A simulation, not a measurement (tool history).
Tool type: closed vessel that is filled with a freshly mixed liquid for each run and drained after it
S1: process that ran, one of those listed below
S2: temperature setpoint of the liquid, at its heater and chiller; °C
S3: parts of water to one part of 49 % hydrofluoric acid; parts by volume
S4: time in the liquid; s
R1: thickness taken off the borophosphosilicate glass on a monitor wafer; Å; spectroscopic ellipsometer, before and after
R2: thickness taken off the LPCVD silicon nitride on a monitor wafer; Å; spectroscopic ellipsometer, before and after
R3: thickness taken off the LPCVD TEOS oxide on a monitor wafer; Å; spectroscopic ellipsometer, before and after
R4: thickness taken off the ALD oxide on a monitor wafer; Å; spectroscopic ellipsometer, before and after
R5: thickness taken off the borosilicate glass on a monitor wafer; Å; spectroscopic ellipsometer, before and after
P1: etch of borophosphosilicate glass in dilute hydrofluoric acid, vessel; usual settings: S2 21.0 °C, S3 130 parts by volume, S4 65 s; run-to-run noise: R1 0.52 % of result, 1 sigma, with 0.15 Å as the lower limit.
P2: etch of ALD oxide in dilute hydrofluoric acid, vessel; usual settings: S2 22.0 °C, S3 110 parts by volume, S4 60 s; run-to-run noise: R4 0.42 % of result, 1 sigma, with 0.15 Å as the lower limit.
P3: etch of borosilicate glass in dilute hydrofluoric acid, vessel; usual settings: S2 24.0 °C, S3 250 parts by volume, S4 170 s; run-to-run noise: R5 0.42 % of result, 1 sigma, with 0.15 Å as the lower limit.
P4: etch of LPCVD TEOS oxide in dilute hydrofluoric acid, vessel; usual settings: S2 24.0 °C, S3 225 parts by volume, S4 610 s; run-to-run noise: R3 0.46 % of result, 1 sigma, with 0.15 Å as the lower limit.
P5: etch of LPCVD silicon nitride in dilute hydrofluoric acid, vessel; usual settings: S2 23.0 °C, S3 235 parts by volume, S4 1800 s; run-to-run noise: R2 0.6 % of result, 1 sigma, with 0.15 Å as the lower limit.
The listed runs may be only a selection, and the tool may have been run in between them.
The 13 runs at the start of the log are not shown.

run 14 hour=109.1 | S1=P5 S2=23.0 S3=80 S4=1800 | R2=105.330
run 15 hour=113.9 | S1=P1 S2=24.5 S3=130 S4=65 | R1=295.68
run 16 hour=122.9 | S1=P5 S2=23.0 S3=235 S4=3520 | R2=71.722
run 17 hour=130.7 | S1=P4 S2=28.0 S3=225 S4=610 | R3=439.50
run 18 hour=140.7 | S1=P2 S2=22.0 S3=110 S4=30 | R4=47.885
run 19 hour=149.2 | S1=P1 S2=17.0 S3=130 S4=65 | R1=219.84
run 20 hour=155.1 | S1=P1 S2=21.0 S3=130 S4=65 | R1=257.46
run 21 hour=162.6 | S1=P3 S2=24.0 S3=250 S4=280 | R5=160.100

Run 22 comes next. What will it give?
run 22 hour=170.6 | S1=P1 S2=21.0 S3=75 S4=105 | R1=?

Run 22 gave R1 767.77 Å.

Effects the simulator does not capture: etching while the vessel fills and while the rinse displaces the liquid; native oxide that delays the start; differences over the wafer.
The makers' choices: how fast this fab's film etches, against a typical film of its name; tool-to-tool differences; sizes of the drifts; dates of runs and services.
